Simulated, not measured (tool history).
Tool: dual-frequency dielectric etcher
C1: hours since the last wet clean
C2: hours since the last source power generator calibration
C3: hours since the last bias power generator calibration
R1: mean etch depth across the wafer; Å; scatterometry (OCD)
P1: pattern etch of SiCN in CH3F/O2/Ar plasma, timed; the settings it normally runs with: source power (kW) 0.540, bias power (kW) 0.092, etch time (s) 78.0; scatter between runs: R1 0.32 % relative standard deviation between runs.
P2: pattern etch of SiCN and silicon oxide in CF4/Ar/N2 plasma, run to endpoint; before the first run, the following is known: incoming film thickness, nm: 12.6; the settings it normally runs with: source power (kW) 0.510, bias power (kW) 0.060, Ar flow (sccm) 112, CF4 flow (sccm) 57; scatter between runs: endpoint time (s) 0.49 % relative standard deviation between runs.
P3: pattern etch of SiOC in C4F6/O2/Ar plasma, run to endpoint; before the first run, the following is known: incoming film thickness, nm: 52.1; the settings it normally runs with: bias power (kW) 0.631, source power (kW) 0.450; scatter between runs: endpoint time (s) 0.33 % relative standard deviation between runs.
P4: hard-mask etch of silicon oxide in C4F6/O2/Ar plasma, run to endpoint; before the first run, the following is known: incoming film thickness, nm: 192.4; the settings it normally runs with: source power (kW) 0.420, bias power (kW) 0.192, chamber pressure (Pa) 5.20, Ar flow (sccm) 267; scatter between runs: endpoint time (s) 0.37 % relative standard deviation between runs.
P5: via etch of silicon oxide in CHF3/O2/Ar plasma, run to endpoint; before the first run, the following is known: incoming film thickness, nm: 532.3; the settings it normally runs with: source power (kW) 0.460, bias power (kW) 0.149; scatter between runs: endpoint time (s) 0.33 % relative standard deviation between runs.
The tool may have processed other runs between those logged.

run 1 day=0.292 | process_that_ran=P1 source_power_(kW)=0.540 bias_power_(kW)=0.092 etch_time_(s)=78.0 | C1=322.2 C2=2398.5 C3=2678.0 | R1=359.56
run 2 day=0.517 | process_that_ran=P1 source_power_(kW)=0.540 bias_power_(kW)=0.092 etch_time_(s)=78.0 | C1=327.6 C2=2403.9 C3=2683.4 | R1=359.58
run 3 day=0.833 | process_that_ran=P1 source_power_(kW)=0.540 bias_power_(kW)=0.092 etch_time_(s)=102.5 | C1=335.2 C2=2411.5 C3=2691.0 | R1=471.09
run 4 day=1.092 | process_that_ran=P2 source_power_(kW)=0.510 bias_power_(kW)=0.060 Ar_flow_(sccm)=112 CF4_flow_(sccm)=33 | C1=341.4 C2=2417.7 C3=2697.2 | endpoint_time_(s)=15.695
run 5 day=1.375 | process_that_ran=P1 source_power_(kW)=0.540 bias_power_(kW)=0.092 etch_time_(s)=78.0 | C1=348.2 C2=2424.5 C3=2704.0 | R1=357.12
run 6 day=1.754 | process_that_ran=P3 source_power_(kW)=0.620 bias_power_(kW)=0.631 | C1=357.3 C2=2433.6 C3=2713.1 | endpoint_time_(s)=13.746
run 7 day=2.162 | process_that_ran=P4 source_power_(kW)=0.420 bias_power_(kW)=0.192 Ar_flow_(sccm)=333 chamber_pressure_(Pa)=5.20 | C1=367.1 C2=2443.4 C3=2722.9 | endpoint_time_(s)=59.610
run 8 day=2.538 | process_that_ran=P4 source_power_(kW)=0.510 bias_power_(kW)=0.192 Ar_flow_(sccm)=267 chamber_pressure_(Pa)=5.20 | C1=376.1 C2=2452.4 C3=2731.9 | endpoint_time_(s)=54.092
run 9 day=2.875 | process_that_ran=P2 source_power_(kW)=0.510 bias_power_(kW)=0.060 Ar_flow_(sccm)=112 CF4_flow_(sccm)=57 | C1=384.2 C2=2460.5 C3=2740.0 | endpoint_time_(s)=14.256
run 10 day=3.338 | process_that_ran=P1 source_power_(kW)=0.650 bias_power_(kW)=0.092 etch_time_(s)=78.0 | C1=395.3 C2=2471.6 C3=2751.1 | R1=385.99
run 11 day=3.542 | process_that_ran=P1 source_power_(kW)=0.660 bias_power_(kW)=0.111 etch_time_(s)=78.0 | C1=400.2 C2=2476.5 C3=2756.0 | R1=412.96
run 12 day=3.875 | process_that_ran=P3 source_power_(kW)=0.450 bias_power_(kW)=0.759 | C1=408.2 C2=2484.5 C3=2764.0 | endpoint_time_(s)=14.405
run 13 day=4.204 | process_that_ran=P3 source_power_(kW)=0.450 bias_power_(kW)=0.631 | C1=416.1 C2=2492.4 C3=2771.9 | endpoint_time_(s)=15.525
run 14 day=4.504 | process_that_ran=P1 source_power_(kW)=0.360 bias_power_(kW)=0.092 etch_time_(s)=78.0 | C1=423.3 C2=2499.6 C3=2779.1 | R1=308.41
run 15 day=4.979 | process_that_ran=P1 source_power_(kW)=0.540 bias_power_(kW)=0.112 etch_time_(s)=78.0 | C1=434.7 C2=2511.0 C3=2790.5 | R1=382.47
run 16 day=5.308 | process_that_ran=P5 source_power_(kW)=0.460 bias_power_(kW)=0.209 | C1=442.6 C2=2518.9 C3=2798.4 | endpoint_time_(s)=283.790
-- day=5.421 wet clean of the chamber
run 17 day=5.729 | process_that_ran=P4 source_power_(kW)=0.420 bias_power_(kW)=0.192 Ar_flow_(sccm)=267 chamber_pressure_(Pa)=5.20 | C1=7.5 C2=2529.0 C3=2808.5 | endpoint_time_(s)=58.869
run 18 day=6.200 | process_that_ran=P5 source_power_(kW)=0.460 bias_power_(kW)=0.149 | C1=18.8 C2=2540.3 C3=2819.8 | endpoint_time_(s)=316.960
run 19 day=6.658 | process_that_ran=P2 source_power_(kW)=0.510 bias_power_(kW)=0.060 Ar_flow_(sccm)=157 CF4_flow_(sccm)=57 | C1=29.8 C2=2551.3 C3=2830.8 | endpoint_time_(s)=15.034
run 20 day=7.004 | process_that_ran=P2 source_power_(kW)=0.510 bias_power_(kW)=0.060 Ar_flow_(sccm)=112 CF4_flow_(sccm)=57 | C1=38.1 C2=2559.6 C3=2839.1 | endpoint_time_(s)=14.244
run 21 day=7.458 | process_that_ran=P5 source_power_(kW)=0.460 bias_power_(kW)=0.149 | C1=49.0 C2=2570.5 C3=2850.0 | endpoint_time_(s)=318.020
run 22 day=7.862 | process_that_ran=P4 source_power_(kW)=0.420 bias_power_(kW)=0.192 Ar_flow_(sccm)=267 chamber_pressure_(Pa)=4.20 | C1=58.7 C2=2580.2 C3=2859.7 | endpoint_time_(s)=57.070
run 23 day=8.279 | process_that_ran=P5 source_power_(kW)=0.320 bias_power_(kW)=0.149 | C1=68.7 C2=2590.2 C3=2869.7 | endpoint_time_(s)=364.930
run 24 day=8.483 | process_that_ran=P1 source_power_(kW)=0.540 bias_power_(kW)=0.092 etch_time_(s)=78.0 | C1=73.6 C2=2595.1 C3=2874.6 | R1=354.96
run 25 day=8.700 | process_that_ran=P2 source_power_(kW)=0.660 bias_power_(kW)=0.060 Ar_flow_(sccm)=112 CF4_flow_(sccm)=57 | C1=78.8 C2=2600.3 C3=2879.8 | endpoint_time_(s)=11.241
run 26 day=9.000 | process_that_ran=P1 source_power_(kW)=0.540 bias_power_(kW)=0.092 etch_time_(s)=78.0 | C1=86.0 C2=2607.5 C3=2887.0 | R1=358.44
run 27 day=9.408 | process_that_ran=P1 source_power_(kW)=0.540 bias_power_(kW)=0.065 etch_time_(s)=103.0 | C1=95.8 C2=2617.3 C3=2896.8 | R1=419.53
run 28 day=9.633 | process_that_ran=P1 source_power_(kW)=0.540 bias_power_(kW)=0.092 etch_time_(s)=78.0 | C1=101.2 C2=2622.7 C3=2902.2 | R1=357.97
run 29 day=9.842 | process_that_ran=P1 source_power_(kW)=0.540 bias_power_(kW)=0.056 etch_time_(s)=78.0 | C1=106.2 C2=2627.7 C3=2907.2 | R1=301.95
run 30 day=10.058 | process_that_ran=P1 source_power_(kW)=0.540 bias_power_(kW)=0.124 etch_time_(s)=114.0 | C1=111.4 C2=2632.9 C3=2912.4 | R1=582.69
run 31 day=10.529 | process_that_ran=P4 source_power_(kW)=0.420 bias_power_(kW)=0.131 Ar_flow_(sccm)=267 chamber_pressure_(Pa)=5.20 | C1=122.7 C2=2644.2 C3=2923.7 | endpoint_time_(s)=65.784
run 32 day=10.933 | process_that_ran=P1 source_power_(kW)=0.540 bias_power_(kW)=0.092 etch_time_(s)=78.0 | C1=132.4 C2=2653.9 C3=2933.4 | R1=357.58
run 33 day=11.267 | process_that_ran=P1 source_power_(kW)=0.540 bias_power_(kW)=0.092 etch_time_(s)=61.0 | C1=140.4 C2=2661.9 C3=2941.4 | R1=280.87
run 34 day=11.554 | process_that_ran=P2 source_power_(kW)=0.510 bias_power_(kW)=0.049 Ar_flow_(sccm)=112 CF4_flow_(sccm)=57 | C1=147.3 C2=2668.8 C3=2948.3 | endpoint_time_(s)=15.243
run 35 day=11.908 | process_that_ran=P1 source_power_(kW)=0.540 bias_power_(kW)=0.092 etch_time_(s)=78.0 | C1=155.8 C2=2677.3 C3=2956.8 | R1=357.13
run 36 day=12.208 | process_that_ran=P1 source_power_(kW)=0.540 bias_power_(kW)=0.092 etch_time_(s)=78.0 | C1=163.0 C2=2684.5 C3=2964.0 | R1=358.78
run 37 day=12.604 | process_that_ran=P1 source_power_(kW)=0.540 bias_power_(kW)=0.092 etch_time_(s)=78.0 | C1=172.5 C2=2694.0 C3=2973.5 | R1=360.51
run 38 day=13.050 | process_that_ran=P1 source_power_(kW)=0.540 bias_power_(kW)=0.092 etch_time_(s)=78.0 | C1=183.2 C2=2704.7 C3=2984.2 | R1=361.86
run 39 day=13.279 | process_that_ran=P1 source_power_(kW)=0.540 bias_power_(kW)=0.092 etch_time_(s)=78.0 | C1=188.7 C2=2710.2 C3=2989.7 | R1=362.33
run 40 day=13.588 | process_that_ran=P1 source_power_(kW)=0.540 bias_power_(kW)=0.092 etch_time_(s)=78.0 | C1=196.1 C2=2717.6 C3=2997.1 | R1=362.50
run 41 day=13.942 | process_that_ran=P1 source_power_(kW)=0.540 bias_power_(kW)=0.092 etch_time_(s)=78.0 | C1=204.6 C2=2726.1 C3=3005.6 | R1=364.25
-- day=14.117 wet clean of the chamber
run 42 day=14.338 | process_that_ran=P1 source_power_(kW)=0.540 bias_power_(kW)=0.092 etch_time_(s)=78.0 | C1=5.4 C2=2735.6 C3=3015.1 | R1=362.59
run 43 day=14.746 | process_that_ran=P1 source_power_(kW)=0.540 bias_power_(kW)=0.092 etch_time_(s)=78.0 | C1=15.2 C2=2745.4 C3=3024.9 | R1=363.11
run 44 day=15.088 | process_that_ran=P1 source_power_(kW)=0.540 bias_power_(kW)=0.092 etch_time_(s)=78.0 | C1=23.4 C2=2753.6 C3=3033.1 | R1=362.80
run 45 day=15.354 | process_that_ran=P1 source_power_(kW)=0.540 bias_power_(kW)=0.092 etch_time_(s)=78.0 | C1=29.8 C2=2760.0 C3=3039.5 | R1=363.62
run 46 day=15.579 | process_that_ran=P1 source_power_(kW)=0.540 bias_power_(kW)=0.092 etch_time_(s)=78.0 | C1=35.2 C2=2765.4 C3=3044.9 | R1=363.22

The log shows P1 creeping away from where it was. Any of the 2 causes listed here, at the size stated for it, fits the log just as well as the others:
A: source power that arrives over what is set, % = 4.57
B: bias power that arrives over what is set, % = 4.66
Onset of the creep was near day 11.908.
All other causes, with the reason each is excluded:
chamber walls in a state that raises the etch rate, %: maintenance at day 14.117, after the shift began, did not return the process to its former output

You are offered 4 check runs, listed below with question marks in place of their results; each one averages 3 wafers. Which run separates the listed causes by giving clearly different results for each?
run check 1 day=15.804 | process_that_ran=P3 source_power_(kW)=0.450 bias_power_(kW)=0.631 | endpoint_time_(s)=?
run check 2 day=15.804 | process_that_ran=P4 source_power_(kW)=0.420 bias_power_(kW)=0.192 Ar_flow_(sccm)=267 chamber_pressure_(Pa)=5.20 | endpoint_time_(s)=?
run check 3 day=15.804 | process_that_ran=P2 source_power_(kW)=0.510 bias_power_(kW)=0.060 Ar_flow_(sccm)=112 CF4_flow_(sccm)=57 | endpoint_time_(s)=?
run check 4 day=15.804 | process_that_ran=P5 source_power_(kW)=0.460 bias_power_(kW)=0.149 | endpoint_time_(s)=?

What each check would give under each cause:
check=check_1 result=endpoint_time_(s) if_A=15.275 if_B=15.257
check=check_2 result=endpoint_time_(s) if_A=57.622 if_B=57.781
check=check_3 result=endpoint_time_(s) if_A=13.652 if_B=13.983
check=check_4 result=endpoint_time_(s) if_A=312.700 if_B=313.370
Per check, the gap between the least separated pair of causes, taken in the result that splits them most: check 1 0.12 %; check 2 0.28 %; check 3 2.39 %; check 4 0.21 %
The other checks would show nearly matching results whichever cause is true, so check 3 is the only one that separates the causes.

Then check 3 was run and gave: endpoint time (s) 13.644. Which cause is it?

It was cause A: source power that arrives over what is set, %.
